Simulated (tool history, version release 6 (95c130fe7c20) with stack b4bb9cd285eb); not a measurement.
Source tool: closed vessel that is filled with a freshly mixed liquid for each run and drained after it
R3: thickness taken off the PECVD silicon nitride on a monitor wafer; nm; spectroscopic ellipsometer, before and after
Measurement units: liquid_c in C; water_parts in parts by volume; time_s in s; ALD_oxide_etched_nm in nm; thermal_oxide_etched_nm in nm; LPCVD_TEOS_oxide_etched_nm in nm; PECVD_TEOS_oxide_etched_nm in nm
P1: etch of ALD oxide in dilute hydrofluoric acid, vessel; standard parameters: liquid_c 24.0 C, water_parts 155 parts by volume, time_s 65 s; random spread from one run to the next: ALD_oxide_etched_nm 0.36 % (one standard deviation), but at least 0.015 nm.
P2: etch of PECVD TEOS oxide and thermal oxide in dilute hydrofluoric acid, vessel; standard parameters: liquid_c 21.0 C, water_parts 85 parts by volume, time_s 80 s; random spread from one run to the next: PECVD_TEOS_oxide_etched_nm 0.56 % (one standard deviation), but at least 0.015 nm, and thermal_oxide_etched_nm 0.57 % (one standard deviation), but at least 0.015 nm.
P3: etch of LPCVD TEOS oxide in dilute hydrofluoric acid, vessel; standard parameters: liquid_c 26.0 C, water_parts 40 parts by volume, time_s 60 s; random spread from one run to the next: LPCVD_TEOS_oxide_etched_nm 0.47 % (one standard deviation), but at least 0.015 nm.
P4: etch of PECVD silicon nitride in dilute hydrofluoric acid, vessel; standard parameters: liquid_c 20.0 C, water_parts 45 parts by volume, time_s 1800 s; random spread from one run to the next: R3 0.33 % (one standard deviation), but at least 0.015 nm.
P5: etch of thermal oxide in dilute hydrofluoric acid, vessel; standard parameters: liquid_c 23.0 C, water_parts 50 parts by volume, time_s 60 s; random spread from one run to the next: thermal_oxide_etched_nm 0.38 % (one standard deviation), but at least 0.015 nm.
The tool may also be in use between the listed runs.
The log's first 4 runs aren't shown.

{"day": 1.517, "done": "thermometer replaced"}
{"run": 5, "day": 1.692, "process": "P4", "liquid_c": 20.0, "water_parts": 45, "time_s": 1800, "R3": 51.42}
{"run": 6, "day": 1.975, "process": "P1", "liquid_c": 24.0, "water_parts": 155, "time_s": 65, "ALD_oxide_etched_nm": 8.8393}
{"run": 7, "day": 2.254, "process": "P1", "liquid_c": 24.0, "water_parts": 85, "time_s": 65, "ALD_oxide_etched_nm": 17.407}
{"run": 8, "day": 2.683, "process": "P1", "liquid_c": 24.0, "water_parts": 155, "time_s": 65, "ALD_oxide_etched_nm": 8.8627}
{"run": 9, "day": 3.067, "process": "P5", "liquid_c": 23.0, "water_parts": 90, "time_s": 60, "thermal_oxide_etched_nm": 3.0385}
{"run": 10, "day": 3.554, "process": "P3", "liquid_c": 26.0, "water_parts": 40, "time_s": 30, "LPCVD_TEOS_oxide_etched_nm": 37.71}
{"run": 11, "day": 4.004, "process": "P2", "liquid_c": 28.5, "water_parts": 85, "time_s": 80, "thermal_oxide_etched_nm": 5.3117, "PECVD_TEOS_oxide_etched_nm": 16.637}
{"run": 12, "day": 4.496, "process": "P3", "liquid_c": 26.0, "water_parts": 60, "time_s": 60, "LPCVD_TEOS_oxide_etched_nm": 48.949}
{"run": 13, "day": 4.771, "process": "P3", "liquid_c": 33.5, "water_parts": 40, "time_s": 60, "LPCVD_TEOS_oxide_etched_nm": 101.73}
{"run": 14, "day": 5.075, "process": "P3", "liquid_c": 26.0, "water_parts": 40, "time_s": 60, "LPCVD_TEOS_oxide_etched_nm": 75.947}
{"run": 15, "day": 5.5, "process": "P1", "liquid_c": 24.0, "water_parts": 155, "time_s": 65, "ALD_oxide_etched_nm": 8.8247}
{"day": 5.533, "done": "hydrofluoric acid flow meter replaced"}
{"run": 16, "day": 5.875, "process": "P4", "liquid_c": 20.0, "water_parts": 45, "time_s": 3475, "R3": 99.291}
{"run": 17, "day": 6.242, "process": "P1", "liquid_c": 19.5, "water_parts": 155, "time_s": 65, "ALD_oxide_etched_nm": 7.3603}
{"run": 18, "day": 6.704, "process": "P1", "liquid_c": 24.0, "water_parts": 155, "time_s": 65, "ALD_oxide_etched_nm": 8.8453}
{"run": 19, "day": 7.071, "process": "P1", "liquid_c": 27.5, "water_parts": 215, "time_s": 65, "ALD_oxide_etched_nm": 6.7387}
{"run": 20, "day": 7.333, "process": "P4", "liquid_c": 20.0, "water_parts": 80, "time_s": 1800, "R3": 29.431}
{"run": 21, "day": 7.638, "process": "P5", "liquid_c": 23.0, "water_parts": 50, "time_s": 60, "thermal_oxide_etched_nm": 5.7422}
{"run": 22, "day": 8.067, "process": "P1", "liquid_c": 30.0, "water_parts": 155, "time_s": 65, "ALD_oxide_etched_nm": 10.939}
{"run": 23, "day": 8.6, "process": "P2", "liquid_c": 21.0, "water_parts": 35, "time_s": 80, "thermal_oxide_etched_nm": 10.153, "PECVD_TEOS_oxide_etched_nm": 31.935}
{"run": 24, "day": 8.979, "process": "P4", "liquid_c": 17.0, "water_parts": 45, "time_s": 1800, "R3": 41.927}
{"run": 25, "day": 9.479, "process": "P1", "liquid_c": 24.0, "water_parts": 230, "time_s": 65, "ALD_oxide_etched_nm": 5.4733}
{"run": 26, "day": 9.862, "process": "P1", "liquid_c": 24.0, "water_parts": 155, "time_s": 65, "ALD_oxide_etched_nm": 8.849}
{"run": 27, "day": 10.192, "process": "P1", "liquid_c": 24.0, "water_parts": 155, "time_s": 130, "ALD_oxide_etched_nm": 17.642}

Forecast run 28:
{"run": 28, "day": 10.55, "process": "P1", "liquid_c": 24.0, "water_parts": 155, "time_s": 30, "ALD_oxide_etched_nm": "?"}

ALD_oxide_etched_nm: 4.0612 nm

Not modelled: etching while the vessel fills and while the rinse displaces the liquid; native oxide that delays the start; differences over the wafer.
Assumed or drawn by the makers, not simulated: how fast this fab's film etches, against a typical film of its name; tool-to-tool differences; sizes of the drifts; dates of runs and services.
